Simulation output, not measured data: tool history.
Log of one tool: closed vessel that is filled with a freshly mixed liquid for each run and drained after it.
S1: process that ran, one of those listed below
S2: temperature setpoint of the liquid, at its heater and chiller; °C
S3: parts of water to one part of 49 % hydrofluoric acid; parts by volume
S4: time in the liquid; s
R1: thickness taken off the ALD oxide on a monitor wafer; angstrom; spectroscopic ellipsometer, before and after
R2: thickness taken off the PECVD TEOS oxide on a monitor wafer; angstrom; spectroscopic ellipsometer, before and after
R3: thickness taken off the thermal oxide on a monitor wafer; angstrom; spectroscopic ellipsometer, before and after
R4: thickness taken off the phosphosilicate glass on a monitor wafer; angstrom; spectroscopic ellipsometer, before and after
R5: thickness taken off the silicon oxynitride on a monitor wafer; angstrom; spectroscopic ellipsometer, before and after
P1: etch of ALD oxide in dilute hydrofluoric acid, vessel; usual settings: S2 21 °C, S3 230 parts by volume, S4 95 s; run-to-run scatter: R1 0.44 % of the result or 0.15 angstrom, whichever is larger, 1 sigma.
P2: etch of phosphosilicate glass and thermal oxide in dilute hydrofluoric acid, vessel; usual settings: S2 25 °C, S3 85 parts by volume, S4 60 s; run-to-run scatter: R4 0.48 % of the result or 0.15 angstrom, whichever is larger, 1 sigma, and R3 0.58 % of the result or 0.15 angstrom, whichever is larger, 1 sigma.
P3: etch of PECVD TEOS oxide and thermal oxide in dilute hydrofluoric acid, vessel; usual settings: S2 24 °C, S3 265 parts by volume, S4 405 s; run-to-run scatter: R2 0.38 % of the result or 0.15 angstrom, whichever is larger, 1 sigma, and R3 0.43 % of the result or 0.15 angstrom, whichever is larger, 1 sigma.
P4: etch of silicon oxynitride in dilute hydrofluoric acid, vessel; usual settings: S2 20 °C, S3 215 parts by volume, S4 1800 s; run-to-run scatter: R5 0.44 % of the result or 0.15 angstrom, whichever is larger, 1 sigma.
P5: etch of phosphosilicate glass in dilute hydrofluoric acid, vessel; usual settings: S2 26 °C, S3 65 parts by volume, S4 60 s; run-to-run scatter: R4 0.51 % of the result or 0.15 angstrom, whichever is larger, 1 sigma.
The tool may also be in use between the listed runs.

| run | hour | S1 | S2 | S3 | S4 | R1 | R2 | R3 | R4 | R5 |
|---|---|---|---|---|---|---|---|---|---|---|
| 1 | 4.7 | P1 | 21 | 230 | 95 | 100.71 |  |  |  |  |
| 2 | 9.4 | P3 | 24 | 265 | 405 |  | 252.12 | 60.55 |  |  |
| 3 | 12.6 | P5 | 31.5 | 65 | 60 |  |  |  | 786.61 |  |
| 4 | 17 | P5 | 26 | 95 | 60 |  |  |  | 411.8 |  |
| 5 | 21.1 | P3 | 24 | 265 | 810 |  | 506.51 | 121.57 |  |  |
| 6 | 23.8 | P1 | 21 | 230 | 95 | 100.71 |  |  |  |  |
| 7 | 26.3 | P2 | 25 | 20 | 60 |  |  | 164.23 | 6202.3 |  |
| 8 | 28.6 | P1 | 24.5 | 230 | 135 | 162.99 |  |  |  |  |
| 9 | 31.1 | P4 | 20 | 215 | 1800 |  |  |  |  | 94.761 |
| 10 | 33.2 | P4 | 20 | 215 | 710 |  |  |  |  | 37.107 |
| 11 | 35.8 | P4 | 20 | 215 | 1800 |  |  |  |  | 93.484 |
| 12 | 38 | P1 | 25.5 | 230 | 95 | 118.36 |  |  |  |  |
| 13 | 41.6 | P1 | 21 | 230 | 95 | 99.845 |  |  |  |  |
| 14 | 44.5 | P2 | 30 | 85 | 60 |  |  | 42.56 | 1626.2 |  |
| 15 | 47.1 | P4 | 20 | 50 | 1800 |  |  |  |  | 456.85 |
| 16 | 51.3 | P1 | 21 | 230 | 135 | 142.33 |  |  |  |  |
| 17 | 55.5 | P1 | 21 | 230 | 95 | 101.08 |  |  |  |  |
| 18 | 58.5 | P1 | 21 | 230 | 95 | 100.31 |  |  |  |  |
| 19 | 61.3 | P1 | 21 | 230 | 95 | 101.03 |  |  |  |  |
| 20 | 65.5 | P3 | 17 | 265 | 405 |  | 194.92 | 46.97 |  |  |
|  | 66.6 | thermometer replaced |
| 21 | 68.5 | P3 | 24 | 265 | 405 |  | 254.08 | 60.613 |  |  |
| 22 | 71.5 | P1 | 21 | 420 | 95 | 46.366 |  |  |  |  |
| 23 | 76.3 | P2 | 25 | 85 | 60 |  |  | 35.348 | 1336.4 |  |
| 24 | 81.2 | P1 | 28 | 130 | 95 | 257.45 |  |  |  |  |
| 25 | 85 | P1 | 21 | 230 | 95 | 100.48 |  |  |  |  |
| 26 | 89.4 | P5 | 26 | 65 | 30 |  |  |  | 317.06 |  |
| 27 | 92.5 | P5 | 26 | 65 | 60 |  |  |  | 626.01 |  |
| 28 | 97.2 | P2 | 25 | 85 | 110 |  |  | 64.683 | 2446.4 |  |
| 29 | 99.9 | P3 | 24 | 130 | 405 |  | 599.85 | 145.25 |  |  |
| 30 | 102.6 | P4 | 17 | 215 | 1800 |  |  |  |  | 82.327 |
| 31 | 104.8 | P1 | 17 | 230 | 95 | 85.92 |  |  |  |  |
| 32 | 107.8 | P1 | 21 | 145 | 95 | 174.62 |  |  |  |  |
| 33 | 112.4 | P1 | 21 | 230 | 30 | 31.793 |  |  |  |  |
| 34 | 115.9 | P1 | 21 | 230 | 95 | 101.22 |  |  |  |  |
| 35 | 120.5 | P1 | 21 | 230 | 95 | 98.011 |  |  |  |  |
| 36 | 122.7 | P1 | 21 | 230 | 95 | 95.906 |  |  |  |  |
| 37 | 125.3 | P1 | 21 | 230 | 95 | 96.221 |  |  |  |  |
| 38 | 128.5 | P1 | 21 | 230 | 95 | 94.884 |  |  |  |  |
| 39 | 130.9 | P1 | 21 | 230 | 95 | 94.693 |  |  |  |  |
| 40 | 133.6 | P1 | 21 | 230 | 95 | 94.51 |  |  |  |  |
| 41 | 137.8 | P1 | 21 | 230 | 95 | 94.614 |  |  |  |  |
| 42 | 141.4 | P1 | 21 | 230 | 95 | 94.42 |  |  |  |  |
| 43 | 145 | P1 | 21 | 230 | 95 | 93.951 |  |  |  |  |

What P1 gives has crept away from where it was. These 2 causes fit the log equally well, each at the size given:
A: liquid colder than its thermometer reads (K) = 1.73
B: hydrofluoric acid flow below the setpoint (%) = 5.18
The creep began at about hour 115.9.

4 check runs are offered, one wafer each, their results left as question marks. Which one tells the causes apart?
| check 1 | 148.6 | P5 | 29 | 85 | 60 |  |  |  | ? |  |
| check 2 | 148.6 | P4 | 17 | 55 | 1800 |  |  |  |  | ? |
| check 3 | 148.6 | P3 | 24 | 140 | 405 |  | ? | ? |  |  |
| check 4 | 148.6 | P2 | 25 | 85 | 85 |  |  | ? | ? |  |

What each check would give under each cause:
| check | result | if A | if B |
|---|---|---|---|
| check 1 | R4 | 494.91 | 498.45 |
| check 2 | R5 | 322.33 | 333.63 |
| check 3 | R2 | 511.87 | 514.52 |
| check 3 | R3 | 123.44 | 124.08 |
| check 4 | R3 | 46.733 | 47.209 |
| check 4 | R4 | 1768.5 | 1786.5 |
How far apart the two closest causes lie, in the result that separates them most: check 1 0.71 %; check 2 3.45 %; check 3 0.52 %; check 4 1.01 %
Check 2 tells the causes apart: in the others they would give nearly the same result.

Check 2 was then run and gave: R5 333.79 angstrom. Which cause is it?

It is B: hydrofluoric acid flow below the setpoint (%).
